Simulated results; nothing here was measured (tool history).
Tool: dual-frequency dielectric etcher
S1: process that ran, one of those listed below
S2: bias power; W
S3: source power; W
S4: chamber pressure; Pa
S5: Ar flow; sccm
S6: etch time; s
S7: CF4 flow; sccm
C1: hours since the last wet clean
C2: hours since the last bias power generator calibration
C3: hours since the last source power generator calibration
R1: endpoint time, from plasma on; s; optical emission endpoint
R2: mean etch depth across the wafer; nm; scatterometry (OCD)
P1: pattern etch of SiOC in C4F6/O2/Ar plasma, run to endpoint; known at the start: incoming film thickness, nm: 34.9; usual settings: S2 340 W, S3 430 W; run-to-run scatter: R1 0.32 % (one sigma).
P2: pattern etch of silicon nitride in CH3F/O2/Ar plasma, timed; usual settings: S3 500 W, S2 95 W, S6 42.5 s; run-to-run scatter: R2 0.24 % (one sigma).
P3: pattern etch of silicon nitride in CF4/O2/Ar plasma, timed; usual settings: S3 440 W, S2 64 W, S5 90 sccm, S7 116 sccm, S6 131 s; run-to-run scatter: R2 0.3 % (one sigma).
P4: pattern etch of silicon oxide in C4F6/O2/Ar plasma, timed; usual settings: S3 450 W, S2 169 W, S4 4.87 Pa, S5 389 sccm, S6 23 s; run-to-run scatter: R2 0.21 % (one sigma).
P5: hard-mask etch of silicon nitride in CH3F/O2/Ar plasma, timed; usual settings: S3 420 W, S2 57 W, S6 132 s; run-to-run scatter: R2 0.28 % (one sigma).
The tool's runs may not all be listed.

run 1 hour=2.1 | S1=P1 S2=340 S3=430 | C1=140.8 C2=2251.1 C3=2965.4 | R1=13.175
run 2 hour=5.9 | S1=P1 S2=340 S3=430 | C1=144.6 C2=2254.9 C3=2969.2 | R1=13.138
run 3 hour=7.9 | S1=P4 S2=169 S3=270 S4=4.87 S5=389 S6=23 | C1=146.6 C2=2256.9 C3=2971.2 | R2=58.458
run 4 hour=11.4 | S1=P3 S2=64 S3=440 S5=90 S6=178.5 S7=116 | C1=150.1 C2=2260.4 C3=2974.7 | R2=339.62
run 5 hour=15 | S1=P2 S2=134 S3=500 S6=42.5 | C1=153.7 C2=2264 C3=2978.3 | R2=41.262
run 6 hour=18.9 | S1=P3 S2=64 S3=330 S5=90 S6=131 S7=116 | C1=157.6 C2=2267.9 C3=2982.2 | R2=195.71
run 7 hour=23.5 | S1=P5 S2=57 S3=420 S6=72.5 | C1=162.2 C2=2272.5 C3=2986.8 | R2=47.295
run 8 hour=26.3 | S1=P1 S2=340 S3=430 | C1=165 C2=2275.3 C3=2989.6 | R1=13.166
run 9 hour=28.7 | S1=P1 S2=435 S3=430 | C1=167.4 C2=2277.7 C3=2992 | R1=12.07
run 10 hour=30.9 | S1=P3 S2=64 S3=440 S5=57 S6=131 S7=116 | C1=169.6 C2=2279.9 C3=2994.2 | R2=260.14
run 11 hour=35 | S1=P5 S2=57 S3=280 S6=132 | C1=173.7 C2=2284 C3=2998.3 | R2=73.773
run 12 hour=38.3 | S1=P3 S2=64 S3=440 S5=90 S6=131 S7=116 | C1=177 C2=2287.3 C3=3001.6 | R2=248.24
-- hour=39.4 wet clean of the chamber
run 13 hour=42.3 | S1=P1 S2=464 S3=280 | C1=2.9 C2=2291.3 C3=3005.6 | R1=13.772
run 14 hour=45.3 | S1=P1 S2=447 S3=290 | C1=5.9 C2=2294.3 C3=3008.6 | R1=13.824
run 15 hour=48.7 | S1=P1 S2=340 S3=430 | C1=9.3 C2=2297.7 C3=3012 | R1=13.159
run 16 hour=51.3 | S1=P1 S2=278 S3=600 | C1=11.9 C2=2300.3 C3=3014.6 | R1=12.491
run 17 hour=53.6 | S1=P1 S2=340 S3=530 | C1=14.2 C2=2302.6 C3=3016.9 | R1=12.195
run 18 hour=56.8 | S1=P1 S2=340 S3=430 | C1=17.4 C2=2305.8 C3=3020.1 | R1=13.228
run 19 hour=59.6 | S1=P5 S2=68 S3=420 S6=132 | C1=20.2 C2=2308.6 C3=3022.9 | R2=90.985
run 20 hour=64.2 | S1=P4 S2=130 S3=450 S4=4.87 S5=389 S6=23 | C1=24.8 C2=2313.2 C3=3027.5 | R2=65.986
run 21 hour=68.1 | S1=P4 S2=169 S3=450 S4=4.87 S5=389 S6=23 | C1=28.7 C2=2317.1 C3=3031.4 | R2=71.415
run 22 hour=72.1 | S1=P5 S2=57 S3=420 S6=132 | C1=32.7 C2=2321.1 C3=3035.4 | R2=86.146
run 23 hour=76 | S1=P5 S2=57 S3=420 S6=132 | C1=36.6 C2=2325 C3=3039.3 | R2=85.893
run 24 hour=80.1 | S1=P2 S2=95 S3=500 S6=42.5 | C1=40.7 C2=2329.1 C3=3043.4 | R2=36.282
run 25 hour=84.1 | S1=P2 S2=95 S3=500 S6=61 | C1=44.7 C2=2333.1 C3=3047.4 | R2=52.184
run 26 hour=87.5 | S1=P2 S2=95 S3=500 S6=42.5 | C1=48.1 C2=2336.5 C3=3050.8 | R2=36.384
run 27 hour=91.6 | S1=P3 S2=64 S3=440 S5=90 S6=131 S7=147 | C1=52.2 C2=2340.6 C3=3054.9 | R2=255
run 28 hour=93.8 | S1=P1 S2=340 S3=430 | C1=54.4 C2=2342.8 C3=3057.1 | R1=13.166
run 29 hour=97.4 | S1=P1 S2=241 S3=430 | C1=58 C2=2346.4 C3=3060.7 | R1=14.748
run 30 hour=100.6 | S1=P3 S2=79 S3=440 S5=90 S6=131 S7=116 | C1=61.2 C2=2349.6 C3=3063.9 | R2=271.01
run 31 hour=102.7 | S1=P4 S2=169 S3=450 S4=4.87 S5=294 S6=23 | C1=63.3 C2=2351.7 C3=3066 | R2=73.627
run 32 hour=105.6 | S1=P3 S2=64 S3=440 S5=90 S6=131 S7=116 | C1=66.2 C2=2354.6 C3=3068.9 | R2=250.87
run 33 hour=109.9 | S1=P1 S2=340 S3=270 | C1=70.5 C2=2358.9 C3=3073.2 | R1=15.68
run 34 hour=114.1 | S1=P4 S2=169 S3=450 S4=3.47 S5=389 S6=23 | C1=74.7 C2=2363.1 C3=3077.4 | R2=74.498
run 35 hour=118.1 | S1=P4 S2=169 S3=450 S4=4.87 S5=389 S6=23 | C1=78.7 C2=2367.1 C3=3081.4 | R2=71.493
run 36 hour=120.2 | S1=P4 S2=169 S3=450 S4=4.87 S5=389 S6=12.5 | C1=80.8 C2=2369.2 C3=3083.5 | R2=38.754
run 37 hour=123.5 | S1=P2 S2=95 S3=660 S6=42.5 | C1=84.1 C2=2372.5 C3=3086.8 | R2=40.342
run 38 hour=127.2 | S1=P1 S2=340 S3=430 | C1=87.8 C2=2376.2 C3=3090.5 | R1=13.148
run 39 hour=130 | S1=P1 S2=340 S3=430 | C1=90.6 C2=2379 C3=3093.3 | R1=13.152
run 40 hour=132.3 | S1=P1 S2=340 S3=430 | C1=92.9 C2=2381.3 C3=3095.6 | R1=13.15
run 41 hour=134.6 | S1=P1 S2=340 S3=430 | C1=95.2 C2=2383.6 C3=3097.9 | R1=13.207
run 42 hour=138.3 | S1=P1 S2=340 S3=430 | C1=98.9 C2=2387.3 C3=3101.6 | R1=13.238
run 43 hour=141.6 | S1=P1 S2=340 S3=430 | C1=102.2 C2=2390.6 C3=3104.9 | R1=13.198
run 44 hour=144.9 | S1=P1 S2=340 S3=430 | C1=105.5 C2=2393.9 C3=3108.2 | R1=13.349
run 45 hour=149.3 | S1=P1 S2=340 S3=430 | C1=109.9 C2=2398.3 C3=3112.6 | R1=13.315
run 46 hour=153.7 | S1=P1 S2=340 S3=430 | C1=114.3 C2=2402.7 C3=3117 | R1=13.379
-- hour=153.8 wet clean of the chamber
run 47 hour=156.9 | S1=P1 S2=340 S3=430 | C1=3.1 C2=2405.9 C3=3120.2 | R1=13.334
run 48 hour=161.3 | S1=P1 S2=340 S3=430 | C1=7.5 C2=2410.3 C3=3124.6 | R1=13.363
run 49 hour=165.7 | S1=P1 S2=340 S3=430 | C1=11.9 C2=2414.7 C3=3129 | R1=13.311
run 50 hour=169.9 | S1=P1 S2=340 S3=430 | C1=16.1 C2=2418.9 C3=3133.2 | R1=13.389

What P1 gives has crept away from where it was. These 2 causes fit the log equally well, each at the size given:
A: source power that arrives under what is set, % = 4.21
B: bias power that arrives under what is set, % = 4.53
The creep began at about hour 130.
Why every other cause is out:
chamber walls in a state that lowers the etch rate, %: serviced at hour 153.8, which brought nothing back

4 check runs are offered, each on 2 wafers whose results are averaged, their results left as question marks. Which one tells the causes apart?
run check 1 hour=174.1 | S1=P2 S2=131 S3=500 S6=42.5 | R2=?
run check 2 hour=174.1 | S1=P4 S2=139 S3=450 S4=4.87 S5=389 S6=12.5 | R2=?
run check 3 hour=174.1 | S1=P5 S2=57 S3=290 S6=72.5 | R2=?
run check 4 hour=174.1 | S1=P3 S2=64 S3=440 S5=90 S6=131 S7=144 | R2=?

What each check would give under each cause:
check=check_1 result=R2 if_A=40.224 if_B=40.156
check=check_2 result=R2 if_A=35.948 if_B=36.074
check=check_3 result=R2 if_A=40.312 if_B=40.354
check=check_4 result=R2 if_A=245.87 if_B=250.86
How far apart the two closest causes lie, in the result that separates them most: check 1 0.17 %; check 2 0.35 %; check 3 0.1 %; check 4 2.01 %
Check 4 tells the causes apart: in the others they would give nearly the same result.

Check 4 was then run and gave: R2 245.2 nm. Which cause is it?

It is A: source power that arrives under what is set, %.
